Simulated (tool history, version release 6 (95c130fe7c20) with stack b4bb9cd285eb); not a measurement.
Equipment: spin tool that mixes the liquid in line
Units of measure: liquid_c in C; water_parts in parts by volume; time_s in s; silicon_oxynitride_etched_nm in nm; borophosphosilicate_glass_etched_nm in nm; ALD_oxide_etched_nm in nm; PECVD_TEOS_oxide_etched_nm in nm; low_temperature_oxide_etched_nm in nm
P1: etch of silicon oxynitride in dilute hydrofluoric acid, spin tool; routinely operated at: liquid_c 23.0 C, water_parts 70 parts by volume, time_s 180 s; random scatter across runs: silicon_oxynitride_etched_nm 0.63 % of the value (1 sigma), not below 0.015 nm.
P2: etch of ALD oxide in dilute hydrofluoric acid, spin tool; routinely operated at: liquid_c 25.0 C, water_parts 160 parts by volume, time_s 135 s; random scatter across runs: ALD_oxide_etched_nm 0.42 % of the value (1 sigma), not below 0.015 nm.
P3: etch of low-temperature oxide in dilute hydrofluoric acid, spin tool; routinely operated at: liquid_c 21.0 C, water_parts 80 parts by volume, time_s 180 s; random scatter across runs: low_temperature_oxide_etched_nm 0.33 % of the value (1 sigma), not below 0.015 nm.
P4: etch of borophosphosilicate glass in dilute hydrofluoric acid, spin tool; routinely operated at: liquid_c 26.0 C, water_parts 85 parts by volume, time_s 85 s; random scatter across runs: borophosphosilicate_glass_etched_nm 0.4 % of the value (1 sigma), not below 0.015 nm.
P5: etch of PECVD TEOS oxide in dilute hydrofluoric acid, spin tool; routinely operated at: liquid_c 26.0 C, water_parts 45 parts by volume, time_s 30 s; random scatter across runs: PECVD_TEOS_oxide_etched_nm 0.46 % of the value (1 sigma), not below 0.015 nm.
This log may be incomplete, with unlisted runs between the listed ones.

run   hour  process  liquid_c  water_parts  time_s  hours since the thermometer was replaced  hours since the hydrofluoric acid flow meter was replaced  silicon_oxynitride_etched_nm  borophosphosilicate_glass_etched_nm  ALD_oxide_etched_nm  PECVD_TEOS_oxide_etched_nm  low_temperature_oxide_etched_nm
  1   10.0       P1      23.0           70     180                                     134.7                                                      613.0                       3.61200
  2   24.8       P1      23.0           95     180                                     149.5                                                      627.8                       2.55730
  3   37.8       P1      23.0           70     180                                     162.5                                                      640.8                       3.52410
  4   51.1       P4      26.0           85      85                                     175.8                                                      654.1                                                             38.780
  5   65.8       P1      23.0           70     180                                     190.5                                                      668.8                       3.57620
  6   82.1       P1      23.0           70     180                                     206.8                                                      685.1                       3.58620
  7   92.4       P2      25.0          160     230                                     217.1                                                      695.4                                                                                  20.023
  8  101.4       P1      23.0          105     340                                     226.1                                                      704.4                       4.39890
  9  118.5       P1      23.0           70     100                                     243.2                                                      721.5                       2.00240
 10  135.1       P1      17.0          120     180                                     259.8                                                      738.1                       1.51190
 11  151.7       P1      23.0           70     275                                     276.4                                                      754.7                       5.46900
 12  170.6       P2      25.0          160     135                                     295.3                                                      773.6                                                                                  11.785
 13  182.9       P5      26.0           45      45                                     307.6                                                      785.9                                                                                                              28.547
 14  191.1       P4      26.0           85      25                                     315.8                                                      794.1                                                             11.429
 15  201.0       P5      26.0           20      30                                     325.7                                                      804.0                                                                                                              44.282
 16  210.7       P4      21.0           85      85                                     335.4                                                      813.7                                                             31.450
 17  222.1       P3      21.0           80     180                                     346.8                                                      825.1                                                                                                                                               31.096
 18  236.8       P1      23.0           70     180                                     361.5                                                      839.8                       3.52690
 19  249.5       P4      26.0           20      85                                     374.2                                                      852.5                                                            179.550
 20  263.0       P5      19.0           45      30                                     387.7                                                      866.0                                                                                                              14.061
 21  281.7       P1      27.5           70     180                                     406.4                                                      884.7                       4.44880
 22  297.0       P1      23.0           70     180                                     421.7                                                      900.0                       3.59090
 23  307.6       P1      17.0           70     180                                     432.3                                                      910.6                       2.65600
 24  324.8       P2      29.0          160     135                                     449.5                                                      927.8                                                                                  13.732
 25  343.6       P5      26.0           45      30                                     468.3                                                      946.6                                                                                                              18.790
 26  354.0       P3      21.0           80     350                                     478.7                                                      957.0                                                                                                                                               60.532
 27  365.4       P2      25.0          265     135                                     490.1                                                      968.4                                                                                   6.299
 28  377.8       P3      17.0           80     180                                     502.5                                                      980.8                                                                                                                                               26.307
 29  387.9       P1      17.0           70      20                                     512.6                                                      990.9                       0.32218
 30  401.9       P1      23.0           70     180                                     526.6                                                     1004.9                       3.57110
 31  419.6       P3      21.0           25     180                                     544.3                                                     1022.6                                                                                                                                              106.750
 32  435.7       P1      23.0           40     180                                     560.4                                                     1038.7                       6.43580
 33  451.5       P1      23.0           70     180                                     576.2                                                     1054.5                       3.54920
 34  469.2       P1      23.0           70     180                                     593.9                                                     1072.2                       3.46570
 35  487.0       P1      23.0           70     180                                     611.7                                                     1090.0                       3.36170
 36  500.1       P1      23.0           70     180                                     624.8                                                     1103.1                       3.33140
 37  515.9       P1      23.0           70     180                                     640.6                                                     1118.9                       3.30970
 38  525.7       P1      23.0           70     180                                     650.4                                                     1128.7                       3.33120
 39  539.0       P1      23.0           70     180                                     663.7                                                     1142.0                       3.29000

What P1 gives has crept away from where it was. These 2 causes fit the log equally well, each at the size given:
A: hydrofluoric acid flow below the setpoint (%) = 6.87
B: liquid colder than its thermometer reads (K) = 1.55
Onset of the creep was near hour 451.5.

Question marks stand in for the results of the 4 check runs listed below, each run on one wafer. Under which run would the listed causes show clearly different results?
check 1  552.3       P3      17.0           45     180                                                                                                                                                                                                                                                         ?
check 2  552.3       P5      21.5           45      30                                                                                                                                                                                                                        ?
check 3  552.3       P2      28.5          215     135                                                                                                                                                                                            ?
check 4  552.3       P4      26.0           25      35                                                                                                                                                                       ?

How each check would come out, cause by cause:
  check                               result    if A    if B
check 1      low_temperature_oxide_etched_nm  45.083  45.394
check 2           PECVD_TEOS_oxide_etched_nm  14.578  14.719
check 3                  ALD_oxide_etched_nm  8.5217  8.8265
check 4  borophosphosilicate_glass_etched_nm  54.671  55.170
Smallest distance between any two causes, each pair judged by its most separating result, in per cent: check 1 0.69 %; check 2 0.96 %; check 3 3.51 %; check 4 0.91 %
Check 3 distinguishes between the causes, while the remaining checks would return nearly the same result for all of them.

Running check 3 produced the following: ALD_oxide_etched_nm 8.5199 nm. Which one of the listed causes fits?

Of the candidate causes, it is A: hydrofluoric acid flow below the setpoint (%).

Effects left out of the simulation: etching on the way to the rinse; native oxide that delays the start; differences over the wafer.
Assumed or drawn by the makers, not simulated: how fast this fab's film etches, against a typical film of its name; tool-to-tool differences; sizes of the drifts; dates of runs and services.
